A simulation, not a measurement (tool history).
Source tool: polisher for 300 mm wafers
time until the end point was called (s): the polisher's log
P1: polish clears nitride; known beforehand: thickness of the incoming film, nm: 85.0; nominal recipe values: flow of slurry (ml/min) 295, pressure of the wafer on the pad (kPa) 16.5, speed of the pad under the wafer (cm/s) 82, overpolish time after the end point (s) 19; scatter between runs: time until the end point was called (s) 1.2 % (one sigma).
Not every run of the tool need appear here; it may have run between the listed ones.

run,hour,flow of slurry (ml/min),pressure of the wafer on the pad (kPa),speed of the pad under the wafer (cm/s),overpolish time after the end point (s),wafers polished on this pad,hours since the slurry nozzle was cleaned,hours since the head pressure was calibrated,time until the end point was called (s)
1,9.5,295,16.5,82,19,457,232.7,513.8,121.490
2,25.6,295,16.5,82,19,559,248.8,529.9,120.420
3,38.8,295,16.5,116,19,643,262.0,543.1,84.520
4,55.7,295,16.5,82,19,749,278.9,560.0,122.300
5,72.2,395,16.5,82,19,854,295.4,576.5,118.810
6,87.1,295,16.5,82,19,948,310.3,591.4,121.420
7,100.2,295,16.5,82,19,1031,323.4,604.5,119.590
8,111.5,295,7.6,82,19,1102,334.7,615.8,265.340
9,121.2,295,16.5,82,19,1164,344.4,625.5,123.280
10,132.7,295,16.5,82,32,1236,355.9,637.0,120.010
11,146.9,295,24.8,82,19,1326,370.1,651.2,79.421
12,160.0,175,16.5,82,19,1409,383.2,664.3,129.580
13,172.9,295,16.5,36,19,1491,396.1,677.2,274.190
14,191.0,295,16.5,82,19,1605,414.2,695.3,122.040
15,201.5,295,16.5,82,9,1671,424.7,705.8,122.130
16,219.2,400,16.5,52,19,1783,442.4,723.5,183.600
17,228.3,295,25.5,82,6,1841,451.5,732.6,77.646
18,245.8,295,21.4,58,19,1952,469.0,750.1,132.610
19,254.3,295,16.5,82,19,2005,477.5,758.6,121.540
20,268.6,295,16.5,82,19,2096,491.8,772.9,127.180
21,282.7,295,16.5,82,19,2185,505.9,787.0,126.600
22,293.4,295,16.5,82,19,2253,516.6,797.7,128.370
# hour 298.5: head pressure recalibrated
23,301.8,295,16.5,82,19,2306,525.0,3.3,124.360
24,319.3,295,16.5,82,19,2416,542.5,20.8,127.280
25,334.5,295,16.5,82,19,2512,557.7,36.0,128.730

The output of P1 has drifted from where it used to be. Each of the 2 causes below, taken at the size shown beside it, accounts for the log equally well:
A: slurry flow missing at the pad, % = 39.2
B: removal rate lost through wear of the pad, % = 5.61
Creep in the process output first set in at about hour 254.3.
Why every other cause is out:
head's pressure below its setpoint, %: was serviced at hour 298.5, once the creep was under way, yet the earlier output never came back

4 check runs are offered, each on 5 wafers whose results are averaged, their results left as question marks. Which one tells the causes apart?
check 1,349.7,295,20.7,82,30,,,,?
check 2,349.7,175,16.5,82,19,,,,?
check 3,349.7,295,24.1,66,19,,,,?
check 4,349.7,295,7.6,82,19,,,,?

What each check would give under each cause:
check,result,if A,if B
check 1,time until the end point was called (s),102.420,102.410
check 2,time until the end point was called (s),141.180,136.130
check 3,time until the end point was called (s),109.080,109.060
check 4,time until the end point was called (s),279.340,279.310
Distance between the nearest two causes, measured in the result of the check that separates them most: check 1 0.01 %; check 2 3.64 %; check 3 0.01 %; check 4 0.01 %
Only in check 2 would the causes give clearly different results; in the remaining checks their results would be nearly the same.

Running check 2 produced the following: time until the end point was called (s) 137.440. Which one of the listed causes fits?

It is B: removal rate lost through wear of the pad, %.
